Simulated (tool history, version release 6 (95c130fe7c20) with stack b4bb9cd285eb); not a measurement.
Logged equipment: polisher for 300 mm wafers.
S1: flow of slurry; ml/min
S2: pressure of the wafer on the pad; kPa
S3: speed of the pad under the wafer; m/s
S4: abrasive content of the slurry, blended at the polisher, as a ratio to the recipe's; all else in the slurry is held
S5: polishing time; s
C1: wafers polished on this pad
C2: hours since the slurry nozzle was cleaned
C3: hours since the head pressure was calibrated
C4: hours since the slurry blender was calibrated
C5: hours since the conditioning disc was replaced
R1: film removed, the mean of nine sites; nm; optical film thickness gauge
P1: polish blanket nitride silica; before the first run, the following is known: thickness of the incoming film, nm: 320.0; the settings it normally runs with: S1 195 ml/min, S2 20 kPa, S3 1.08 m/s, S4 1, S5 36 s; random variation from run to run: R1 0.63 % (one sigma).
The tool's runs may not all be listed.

{"run": 1, "day": 0.188, "S1": 195, "S2": 20, "S3": 1.08, "S4": 1, "S5": 36, "C1": 248, "C2": 183.9, "C3": 626.5, "C4": 46.9, "C5": 224.4, "R1": 20.535}
{"run": 2, "day": 0.338, "S1": 195, "S2": 20, "S3": 1.08, "S4": 1, "S5": 16, "C1": 285, "C2": 187.5, "C3": 630.1, "C4": 50.5, "C5": 228, "R1": 9.0432}
{"run": 3, "day": 0.488, "S1": 195, "S2": 20, "S3": 1.08, "S4": 1, "S5": 36, "C1": 322, "C2": 191.1, "C3": 633.7, "C4": 54.1, "C5": 231.6, "R1": 20.975}
{"run": 4, "day": 0.712, "S1": 195, "S2": 20, "S3": 1.08, "S4": 1.5, "S5": 36, "C1": 378, "C2": 196.5, "C3": 639.1, "C4": 59.5, "C5": 237, "R1": 24.082}
{"day": 0.833, "done": "slurry nozzle cleaned"}
{"run": 5, "day": 0.95, "S1": 195, "S2": 20, "S3": 1.08, "S4": 1, "S5": 51, "C1": 436, "C2": 2.9, "C3": 644.8, "C4": 65.2, "C5": 242.7, "R1": 29.013}
{"run": 6, "day": 1.167, "S1": 195, "S2": 20, "S3": 1.08, "S4": 1, "S5": 36, "C1": 490, "C2": 8.1, "C3": 650, "C4": 70.4, "C5": 247.9, "R1": 20.754}
{"run": 7, "day": 1.421, "S1": 195, "S2": 20, "S3": 1.08, "S4": 1, "S5": 36, "C1": 552, "C2": 14.2, "C3": 656.1, "C4": 76.5, "C5": 254, "R1": 20.736}
{"run": 8, "day": 1.542, "S1": 265, "S2": 20, "S3": 1.08, "S4": 1.3, "S5": 36, "C1": 582, "C2": 17.1, "C3": 659, "C4": 79.4, "C5": 256.9, "R1": 23.955}
{"run": 9, "day": 1.688, "S1": 195, "S2": 20, "S3": 1.08, "S4": 1, "S5": 36, "C1": 618, "C2": 20.6, "C3": 662.5, "C4": 82.9, "C5": 260.4, "R1": 20.721}
{"run": 10, "day": 1.867, "S1": 195, "S2": 9.7, "S3": 1.08, "S4": 1, "S5": 36, "C1": 662, "C2": 24.9, "C3": 666.8, "C4": 87.2, "C5": 264.7, "R1": 9.934}
{"run": 11, "day": 2.021, "S1": 195, "S2": 29.6, "S3": 1.08, "S4": 1, "S5": 36, "C1": 700, "C2": 28.6, "C3": 670.5, "C4": 90.9, "C5": 268.4, "R1": 30.646}
{"run": 12, "day": 2.246, "S1": 195, "S2": 20, "S3": 1.08, "S4": 0.65, "S5": 36, "C1": 756, "C2": 34, "C3": 675.9, "C4": 96.3, "C5": 273.8, "R1": 16.602}

Run 13 comes next. What will it give?
{"run": 13, "day": 2.388, "S1": 295, "S2": 20, "S3": 1.08, "S4": 1, "S5": 36, "C1": 791, "C2": 37.4, "C3": 679.3, "C4": 99.7, "C5": 277.2, "R1": "?"}

{"run 13": {"R1": 21.334}}
